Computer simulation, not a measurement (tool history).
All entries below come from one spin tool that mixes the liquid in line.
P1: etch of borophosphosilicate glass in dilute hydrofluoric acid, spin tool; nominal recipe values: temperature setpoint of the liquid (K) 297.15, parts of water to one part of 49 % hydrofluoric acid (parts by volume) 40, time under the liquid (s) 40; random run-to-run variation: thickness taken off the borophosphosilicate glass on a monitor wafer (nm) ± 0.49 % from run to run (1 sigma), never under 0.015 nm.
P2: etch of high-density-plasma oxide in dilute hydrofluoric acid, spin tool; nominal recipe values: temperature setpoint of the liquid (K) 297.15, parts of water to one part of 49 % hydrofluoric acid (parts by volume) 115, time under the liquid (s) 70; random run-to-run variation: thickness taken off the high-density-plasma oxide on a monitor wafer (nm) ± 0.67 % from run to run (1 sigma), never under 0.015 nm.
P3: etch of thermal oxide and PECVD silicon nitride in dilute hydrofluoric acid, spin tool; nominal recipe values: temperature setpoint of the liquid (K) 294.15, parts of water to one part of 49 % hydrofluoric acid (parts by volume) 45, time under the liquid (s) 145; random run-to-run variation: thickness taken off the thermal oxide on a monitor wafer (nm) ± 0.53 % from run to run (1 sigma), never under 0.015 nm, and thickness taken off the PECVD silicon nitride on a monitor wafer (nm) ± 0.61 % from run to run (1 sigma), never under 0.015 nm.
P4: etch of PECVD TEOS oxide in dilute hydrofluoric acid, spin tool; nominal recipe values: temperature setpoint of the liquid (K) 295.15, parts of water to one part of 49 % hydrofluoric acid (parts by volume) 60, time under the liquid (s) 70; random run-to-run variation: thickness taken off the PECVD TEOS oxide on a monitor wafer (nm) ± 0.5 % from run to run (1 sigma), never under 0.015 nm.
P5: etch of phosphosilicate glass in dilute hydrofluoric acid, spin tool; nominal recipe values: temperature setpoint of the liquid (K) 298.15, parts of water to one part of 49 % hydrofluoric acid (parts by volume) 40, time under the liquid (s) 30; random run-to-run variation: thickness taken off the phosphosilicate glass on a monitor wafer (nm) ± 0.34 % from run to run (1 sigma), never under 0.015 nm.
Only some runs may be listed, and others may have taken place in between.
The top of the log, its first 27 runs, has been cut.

| run | hour | process that ran | temperature setpoint of the liquid (K) | parts of water to one part of 49 % hydrofluoric acid (parts by volume) | time under the liquid (s) | thickness taken off the borophosphosilicate glass on a monitor wafer (nm) | thickness taken off the phosphosilicate glass on a monitor wafer (nm) | thickness taken off the high-density-plasma oxide on a monitor wafer (nm) | thickness taken off the thermal oxide on a monitor wafer (nm) | thickness taken off the PECVD silicon nitride on a monitor wafer (nm) | thickness taken off the PECVD TEOS oxide on a monitor wafer (nm) |
|---|---|---|---|---|---|---|---|---|---|---|---|
| 28 | 89.4 | P5 | 291.65 | 40 | 30 |  | 128.930 |  |  |  |  |
| 29 | 92.0 | P1 | 297.15 | 20 | 40 | 78.241 |  |  |  |  |  |
| 30 | 94.0 | P4 | 295.15 | 105 | 70 |  |  |  |  |  | 10.002 |
| 31 | 97.0 | P2 | 297.15 | 195 | 70 |  |  | 2.1194 |  |  |  |
| 32 | 99.6 | P1 | 297.15 | 40 | 40 | 38.234 |  |  |  |  |  |
| 33 | 102.0 | P3 | 294.15 | 45 | 145 |  |  |  | 14.4710 | 4.2578 |  |
| 34 | 104.0 | P4 | 299.15 | 60 | 70 |  |  |  |  |  | 21.920 |
| 35 | 108.0 | P1 | 297.15 | 40 | 40 | 38.281 |  |  |  |  |  |

Estimate the outcome of run 36 from the log above:
| 36 | 111.5 | P1 | 297.15 | 40 | 40 | ? |  |  |  |  |  |

For run 36 the tool returned thickness taken off the borophosphosilicate glass on a monitor wafer (nm) 38.971.
